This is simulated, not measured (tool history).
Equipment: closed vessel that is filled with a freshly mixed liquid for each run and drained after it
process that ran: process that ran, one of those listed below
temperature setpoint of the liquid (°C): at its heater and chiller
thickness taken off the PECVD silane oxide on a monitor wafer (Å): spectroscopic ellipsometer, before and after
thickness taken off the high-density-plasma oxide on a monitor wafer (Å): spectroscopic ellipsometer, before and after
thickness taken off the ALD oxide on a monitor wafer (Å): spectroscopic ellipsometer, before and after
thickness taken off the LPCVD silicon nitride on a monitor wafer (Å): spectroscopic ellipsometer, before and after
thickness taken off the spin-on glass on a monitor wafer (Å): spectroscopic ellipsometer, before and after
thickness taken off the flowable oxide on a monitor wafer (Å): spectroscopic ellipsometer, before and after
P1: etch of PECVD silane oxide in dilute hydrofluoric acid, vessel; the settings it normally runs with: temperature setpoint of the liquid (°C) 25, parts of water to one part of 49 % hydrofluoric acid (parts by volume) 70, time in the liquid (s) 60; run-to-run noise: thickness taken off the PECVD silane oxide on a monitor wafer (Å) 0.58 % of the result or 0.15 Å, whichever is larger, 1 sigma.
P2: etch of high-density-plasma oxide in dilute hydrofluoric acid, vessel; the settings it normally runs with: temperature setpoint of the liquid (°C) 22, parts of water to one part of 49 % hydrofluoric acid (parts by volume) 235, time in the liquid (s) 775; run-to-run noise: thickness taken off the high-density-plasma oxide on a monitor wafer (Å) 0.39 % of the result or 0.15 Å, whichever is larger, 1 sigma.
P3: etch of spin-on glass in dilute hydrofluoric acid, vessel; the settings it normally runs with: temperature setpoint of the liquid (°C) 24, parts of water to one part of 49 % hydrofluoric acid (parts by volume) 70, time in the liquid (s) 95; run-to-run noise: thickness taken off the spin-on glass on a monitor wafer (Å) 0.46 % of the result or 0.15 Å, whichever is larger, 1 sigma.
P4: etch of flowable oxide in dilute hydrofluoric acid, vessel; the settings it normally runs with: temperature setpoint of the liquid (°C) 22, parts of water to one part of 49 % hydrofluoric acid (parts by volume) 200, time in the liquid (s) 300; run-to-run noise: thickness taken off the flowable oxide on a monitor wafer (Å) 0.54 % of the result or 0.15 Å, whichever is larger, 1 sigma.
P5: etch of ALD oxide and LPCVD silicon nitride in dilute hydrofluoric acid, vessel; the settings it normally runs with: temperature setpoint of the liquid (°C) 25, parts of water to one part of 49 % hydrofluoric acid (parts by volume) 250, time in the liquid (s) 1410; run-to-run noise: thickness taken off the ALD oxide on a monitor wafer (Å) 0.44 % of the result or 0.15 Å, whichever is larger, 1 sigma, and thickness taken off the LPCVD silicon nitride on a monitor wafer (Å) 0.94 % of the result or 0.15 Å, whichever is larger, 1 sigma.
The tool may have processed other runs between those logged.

| run | hour | process that ran | temperature setpoint of the liquid (°C) | parts of water to one part of 49 % hydrofluoric acid (parts by volume) | time in the liquid (s) | hours since the thermometer was replaced | hours since the hydrofluoric acid flow meter was replaced | thickness taken off the PECVD silane oxide on a monitor wafer (Å) | thickness taken off the high-density-plasma oxide on a monitor wafer (Å) | thickness taken off the ALD oxide on a monitor wafer (Å) | thickness taken off the LPCVD silicon nitride on a monitor wafer (Å) | thickness taken off the spin-on glass on a monitor wafer (Å) | thickness taken off the flowable oxide on a monitor wafer (Å) |
|---|---|---|---|---|---|---|---|---|---|---|---|---|---|
| 1 | 4.8 | P1 | 25 | 70 | 60 | 299.6 | 269.5 | 233.29 |  |  |  |  |  |
| 2 | 12 | P2 | 22 | 95 | 775 | 306.8 | 276.7 |  | 398.58 |  |  |  |  |
| 3 | 16.7 | P2 | 26.5 | 235 | 775 | 311.5 | 281.4 |  | 163.97 |  |  |  |  |
| 4 | 22 | P5 | 33 | 250 | 1410 | 316.8 | 286.7 |  |  | 642.3 | 48.175 |  |  |
| 5 | 27.4 | P3 | 24 | 70 | 95 | 322.2 | 292.1 |  |  |  |  | 427.82 |  |
| 6 | 34.7 | P5 | 25 | 445 | 1410 | 329.5 | 299.4 |  |  | 228.09 | 16.735 |  |  |
| 7 | 39.5 | P5 | 25 | 250 | 1410 | 334.3 | 304.2 |  |  | 489.98 | 29.967 |  |  |
| 8 | 47 | P1 | 31 | 70 | 60 | 341.8 | 311.7 | 293.8 |  |  |  |  |  |
| 9 | 51.1 | P4 | 22 | 200 | 30 | 345.9 | 315.8 |  |  |  |  |  | 44.615 |
| 10 | 55.9 | P4 | 18 | 200 | 300 | 350.7 | 320.6 |  |  |  |  |  | 383.66 |
| 11 | 62.6 | P1 | 25 | 70 | 30 | 357.4 | 327.3 | 115.72 |  |  |  |  |  |
| 12 | 67.3 | P2 | 22 | 235 | 775 | 362.1 | 332 |  | 139.05 |  |  |  |  |
| 13 | 74.6 | P1 | 25 | 105 | 60 | 369.4 | 339.3 | 147.32 |  |  |  |  |  |
| 14 | 79.3 | P5 | 25 | 250 | 2335 | 374.1 | 344 |  |  | 815.19 | 49.253 |  |  |
| 15 | 84.6 | P1 | 25 | 70 | 60 | 379.4 | 349.3 | 234.65 |  |  |  |  |  |
| 16 | 88.6 | P3 | 28 | 70 | 95 | 383.4 | 353.3 |  |  |  |  | 503.78 |  |
| 17 | 94.9 | P4 | 22 | 200 | 300 | 389.7 | 359.6 |  |  |  |  |  | 443.74 |
| 18 | 100.7 | P4 | 22 | 40 | 300 | 395.5 | 365.4 |  |  |  |  |  | 2682.8 |
| 19 | 106.6 | P1 | 25 | 110 | 85 | 401.4 | 371.3 | 199.73 |  |  |  |  |  |
| 20 | 112 | P1 | 25 | 70 | 115 | 406.8 | 376.7 | 446.77 |  |  |  |  |  |
| 21 | 119.2 | P1 | 20.5 | 70 | 60 | 414 | 383.9 | 192.6 |  |  |  |  |  |
| 22 | 123.1 | P3 | 24 | 105 | 95 | 417.9 | 387.8 |  |  |  |  | 272.81 |  |
| 23 | 129.2 | P1 | 25 | 70 | 60 | 424 | 393.9 | 232.83 |  |  |  |  |  |
| 24 | 135.2 | P2 | 22 | 235 | 260 | 430 | 399.9 |  | 46.233 |  |  |  |  |
| 25 | 141.3 | P1 | 25 | 70 | 60 | 436.1 | 406 | 234.06 |  |  |  |  |  |
| 26 | 147.7 | P1 | 25 | 70 | 60 | 442.5 | 412.4 | 231.6 |  |  |  |  |  |
| 27 | 154.7 | P1 | 25 | 40 | 60 | 449.5 | 419.4 | 423.45 |  |  |  |  |  |
| 28 | 158.5 | P5 | 25 | 250 | 1410 | 453.3 | 423.2 |  |  | 489.59 | 29.885 |  |  |
| 29 | 163.7 | P1 | 25 | 70 | 60 | 458.5 | 428.4 | 231.57 |  |  |  |  |  |
| 30 | 169.9 | P1 | 25 | 70 | 60 | 464.7 | 434.6 | 233.07 |  |  |  |  |  |
| 31 | 174.1 | P3 | 24 | 70 | 175 | 468.9 | 438.8 |  |  |  |  | 793.38 |  |
| 32 | 178.9 | P3 | 24 | 70 | 95 | 473.7 | 443.6 |  |  |  |  | 426 |  |
| 33 | 183.8 | P4 | 22 | 200 | 300 | 478.6 | 448.5 |  |  |  |  |  | 451.03 |
| 34 | 187.8 | P1 | 25 | 70 | 60 | 482.6 | 452.5 | 232.67 |  |  |  |  |  |
| 35 | 194.4 | P1 | 25 | 70 | 60 | 489.2 | 459.1 | 241.9 |  |  |  |  |  |
| 36 | 200.7 | P1 | 25 | 70 | 60 | 495.5 | 465.4 | 246.85 |  |  |  |  |  |
| 37 | 204.9 | P1 | 25 | 70 | 60 | 499.7 | 469.6 | 249.58 |  |  |  |  |  |
| 38 | 210.7 | P1 | 25 | 70 | 60 | 505.5 | 475.4 | 252.48 |  |  |  |  |  |
| 39 | 216.7 | P1 | 25 | 70 | 60 | 511.5 | 481.4 | 254.43 |  |  |  |  |  |
| 40 | 220.3 | P1 | 25 | 70 | 60 | 515.1 | 485 | 256.06 |  |  |  |  |  |
| 41 | 225.3 | P1 | 25 | 70 | 60 | 520.1 | 490 | 254.37 |  |  |  |  |  |
| 42 | 229.4 | P1 | 25 | 70 | 60 | 524.2 | 494.1 | 256.61 |  |  |  |  |  |
| 43 | 233.8 | P1 | 25 | 70 | 60 | 528.6 | 498.5 | 254.29 |  |  |  |  |  |

The output of P1 has drifted from where it used to be. Each of the 2 causes below, taken at the size shown beside it, accounts for the log equally well:
A: hydrofluoric acid flow above the setpoint (%) = 9.25
B: liquid hotter than its thermometer reads (K) = 2.42
Creep in the process output first set in at about hour 187.8.

The check runs listed below each take one wafer, and their results are still question marks. Under which run would the listed causes lead to clearly different results?
| check 1 | 238.2 | P3 | 24 | 70 | 175 |  |  |  |  |  |  | ? |  |
| check 2 | 238.2 | P4 | 22 | 45 | 300 |  |  |  |  |  |  |  | ? |
| check 3 | 238.2 | P5 | 29 | 440 | 1410 |  |  |  |  | ? | ? |  |  |
| check 4 | 238.2 | P2 | 22 | 105 | 775 |  |  |  | ? |  |  |  |  |

What each check would give under each cause:
| check | result | if A | if B |
|---|---|---|---|
| check 1 | thickness taken off the spin-on glass on a monitor wafer (Å) | 867.1 | 867.85 |
| check 2 | thickness taken off the flowable oxide on a monitor wafer (Å) | 2594.5 | 2613.5 |
| check 3 | thickness taken off the ALD oxide on a monitor wafer (Å) | 297.38 | 282.02 |
| check 3 | thickness taken off the LPCVD silicon nitride on a monitor wafer (Å) | 23.573 | 24.575 |
| check 4 | thickness taken off the high-density-plasma oxide on a monitor wafer (Å) | 393.13 | 392.09 |
How far apart the two closest causes lie, in the result that separates them most: check 1 0.09 %; check 2 0.73 %; check 3 5.3 %; check 4 0.27 %
Of the check runs offered, only check 3 discriminates between the causes; the rest would read about the same regardless of which cause applies.

The results of check 3 are: thickness taken off the ALD oxide on a monitor wafer (Å) 298.93; thickness taken off the LPCVD silicon nitride on a monitor wafer (Å) 23.545. Based on these, which of the listed causes is it?

It is A: hydrofluoric acid flow above the setpoint (%).
